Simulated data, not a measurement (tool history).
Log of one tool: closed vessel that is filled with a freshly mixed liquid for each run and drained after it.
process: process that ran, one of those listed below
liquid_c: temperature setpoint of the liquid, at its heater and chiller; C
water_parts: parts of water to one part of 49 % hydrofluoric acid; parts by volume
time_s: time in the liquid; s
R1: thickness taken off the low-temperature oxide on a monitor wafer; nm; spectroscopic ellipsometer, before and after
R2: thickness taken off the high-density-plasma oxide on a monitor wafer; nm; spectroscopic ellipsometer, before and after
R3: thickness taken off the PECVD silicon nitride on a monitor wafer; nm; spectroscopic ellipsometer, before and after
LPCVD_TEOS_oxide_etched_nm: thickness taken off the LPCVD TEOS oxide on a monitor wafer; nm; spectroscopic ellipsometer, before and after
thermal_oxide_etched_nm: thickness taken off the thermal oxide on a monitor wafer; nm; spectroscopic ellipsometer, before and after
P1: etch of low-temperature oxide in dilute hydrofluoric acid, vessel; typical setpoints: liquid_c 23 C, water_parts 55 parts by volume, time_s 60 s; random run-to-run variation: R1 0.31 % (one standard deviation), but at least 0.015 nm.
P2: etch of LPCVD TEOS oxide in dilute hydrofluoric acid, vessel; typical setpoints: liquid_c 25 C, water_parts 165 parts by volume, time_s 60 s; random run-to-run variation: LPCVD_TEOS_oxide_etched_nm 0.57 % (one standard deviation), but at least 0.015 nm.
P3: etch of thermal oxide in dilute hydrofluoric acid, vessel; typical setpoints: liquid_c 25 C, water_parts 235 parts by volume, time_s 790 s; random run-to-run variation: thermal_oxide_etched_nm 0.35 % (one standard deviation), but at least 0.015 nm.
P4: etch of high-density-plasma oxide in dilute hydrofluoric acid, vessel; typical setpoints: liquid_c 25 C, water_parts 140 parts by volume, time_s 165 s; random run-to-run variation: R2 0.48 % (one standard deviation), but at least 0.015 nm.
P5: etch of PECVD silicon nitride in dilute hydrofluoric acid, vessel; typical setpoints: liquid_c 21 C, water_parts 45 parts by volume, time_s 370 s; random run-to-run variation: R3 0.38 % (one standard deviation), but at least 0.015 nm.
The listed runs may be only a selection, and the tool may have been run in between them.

Run 1, hour 12: process P1, liquid_c 23 C, water_parts 55 parts by volume, time_s 60 s. Result: R1 23.14 nm.
Run 2, hour 25.6: process P1, liquid_c 23 C, water_parts 55 parts by volume, time_s 115 s. Result: R1 44.284 nm.
Run 3, hour 32.3: process P4, liquid_c 25 C, water_parts 240 parts by volume, time_s 165 s. Result: R2 3.0294 nm.
Run 4, hour 40.9: process P1, liquid_c 23 C, water_parts 55 parts by volume, time_s 60 s. Result: R1 23.157 nm.
Run 5, hour 53.2: process P4, liquid_c 25 C, water_parts 140 parts by volume, time_s 260 s. Result: R2 9.1083 nm.
Run 6, hour 63.5: process P1, liquid_c 23 C, water_parts 95 parts by volume, time_s 60 s. Result: R1 12.786 nm.
Run 7, hour 70.7: process P1, liquid_c 23 C, water_parts 20 parts by volume, time_s 60 s. Result: R1 67.103 nm.
Run 8, hour 77.7: process P5, liquid_c 21 C, water_parts 45 parts by volume, time_s 595 s. Result: R3 59.33 nm.
Run 9, hour 88.9: process P1, liquid_c 23 C, water_parts 55 parts by volume, time_s 30 s. Result: R1 11.61 nm.
Run 10, hour 95.4: process P2, liquid_c 25 C, water_parts 165 parts by volume, time_s 60 s. Result: LPCVD_TEOS_oxide_etched_nm 19.007 nm.
Run 11, hour 101.5: process P5, liquid_c 21 C, water_parts 45 parts by volume, time_s 370 s. Result: R3 37.259 nm.
Run 12, hour 108.1: process P1, liquid_c 23 C, water_parts 55 parts by volume, time_s 60 s. Result: R1 23.187 nm.
Run 13, hour 116.3: process P3, liquid_c 25 C, water_parts 235 parts by volume, time_s 395 s. Result: thermal_oxide_etched_nm 7.0694 nm.
Run 14, hour 124.1: process P3, liquid_c 25 C, water_parts 235 parts by volume, time_s 790 s. Result: thermal_oxide_etched_nm 14.195 nm.
Run 15, hour 135.1: process P3, liquid_c 25 C, water_parts 70 parts by volume, time_s 790 s. Result: thermal_oxide_etched_nm 57.564 nm.
Run 16, hour 141.4: process P3, liquid_c 30.5 C, water_parts 235 parts by volume, time_s 790 s. Result: thermal_oxide_etched_nm 17.142 nm.
Run 17, hour 148.9: process P5, liquid_c 17 C, water_parts 45 parts by volume, time_s 370 s. Result: R3 28.029 nm.
Run 18, hour 161.1: process P1, liquid_c 17 C, water_parts 55 parts by volume, time_s 60 s. Result: R1 18.004 nm.

For run 19, what comes out?
Run 19, hour 167.8: process P2, liquid_c 29 C, water_parts 165 parts by volume, time_s 60 s. Result: LPCVD_TEOS_oxide_etched_nm ?.

Run 19 measured LPCVD_TEOS_oxide_etched_nm 22.217 nm.

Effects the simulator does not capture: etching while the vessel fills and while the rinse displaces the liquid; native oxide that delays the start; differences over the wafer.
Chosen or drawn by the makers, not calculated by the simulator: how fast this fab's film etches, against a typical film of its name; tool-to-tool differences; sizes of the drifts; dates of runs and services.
